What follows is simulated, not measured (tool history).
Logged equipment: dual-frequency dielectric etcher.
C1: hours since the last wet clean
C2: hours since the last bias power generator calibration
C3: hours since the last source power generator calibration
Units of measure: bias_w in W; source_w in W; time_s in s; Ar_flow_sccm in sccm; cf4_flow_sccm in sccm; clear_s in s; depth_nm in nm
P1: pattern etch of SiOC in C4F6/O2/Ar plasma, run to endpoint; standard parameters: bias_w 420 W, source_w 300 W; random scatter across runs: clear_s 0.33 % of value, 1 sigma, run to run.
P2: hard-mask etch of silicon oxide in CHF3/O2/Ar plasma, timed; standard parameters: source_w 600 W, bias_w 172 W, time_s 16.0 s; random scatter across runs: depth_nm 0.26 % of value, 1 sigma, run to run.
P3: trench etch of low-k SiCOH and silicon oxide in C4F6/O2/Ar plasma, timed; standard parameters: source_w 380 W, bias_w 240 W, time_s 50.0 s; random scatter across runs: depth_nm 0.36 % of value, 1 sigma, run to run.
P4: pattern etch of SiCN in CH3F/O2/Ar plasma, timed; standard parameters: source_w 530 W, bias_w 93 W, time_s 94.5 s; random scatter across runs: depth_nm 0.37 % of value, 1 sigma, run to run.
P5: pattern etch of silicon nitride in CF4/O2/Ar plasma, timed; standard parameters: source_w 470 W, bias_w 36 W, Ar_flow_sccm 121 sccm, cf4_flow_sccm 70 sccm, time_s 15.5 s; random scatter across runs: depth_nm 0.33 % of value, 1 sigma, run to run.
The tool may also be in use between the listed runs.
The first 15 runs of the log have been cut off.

{"run": 16, "hour": 214.5, "process": "P1", "bias_w": 571, "source_w": 180, "C1": 449.4, "C2": 452.5, "C3": 1233.7, "clear_s": 13.015}
{"run": 17, "hour": 225.1, "process": "P5", "bias_w": 36, "source_w": 470, "time_s": 15.5, "Ar_flow_sccm": 81, "cf4_flow_sccm": 70, "C1": 460.0, "C2": 463.1, "C3": 1244.3, "depth_nm": 23.469}
{"run": 18, "hour": 237.3, "process": "P2", "bias_w": 172, "source_w": 600, "time_s": 19.5, "C1": 472.2, "C2": 475.3, "C3": 1256.5, "depth_nm": 35.97}
{"run": 19, "hour": 252.9, "process": "P3", "bias_w": 240, "source_w": 380, "time_s": 50.0, "C1": 487.8, "C2": 490.9, "C3": 1272.1, "depth_nm": 174.3}
{"run": 20, "hour": 264.8, "process": "P1", "bias_w": 420, "source_w": 300, "C1": 499.7, "C2": 502.8, "C3": 1284.0, "clear_s": 12.045}
{"run": 21, "hour": 278.4, "process": "P4", "bias_w": 93, "source_w": 530, "time_s": 54.5, "C1": 513.3, "C2": 516.4, "C3": 1297.6, "depth_nm": 24.569}
{"run": 22, "hour": 286.3, "process": "P1", "bias_w": 420, "source_w": 300, "C1": 521.2, "C2": 524.3, "C3": 1305.5, "clear_s": 12.002}
{"run": 23, "hour": 301.2, "process": "P1", "bias_w": 509, "source_w": 300, "C1": 536.1, "C2": 539.2, "C3": 1320.4, "clear_s": 11.306}

Forecast run 24:
{"run": 24, "hour": 313.3, "process": "P5", "bias_w": 36, "source_w": 470, "time_s": 15.5, "Ar_flow_sccm": 121, "cf4_flow_sccm": 89, "C1": 548.2, "C2": 551.3, "C3": 1332.5, "depth_nm": "?"}

Logged for run 24: depth_nm 22.823 nm.

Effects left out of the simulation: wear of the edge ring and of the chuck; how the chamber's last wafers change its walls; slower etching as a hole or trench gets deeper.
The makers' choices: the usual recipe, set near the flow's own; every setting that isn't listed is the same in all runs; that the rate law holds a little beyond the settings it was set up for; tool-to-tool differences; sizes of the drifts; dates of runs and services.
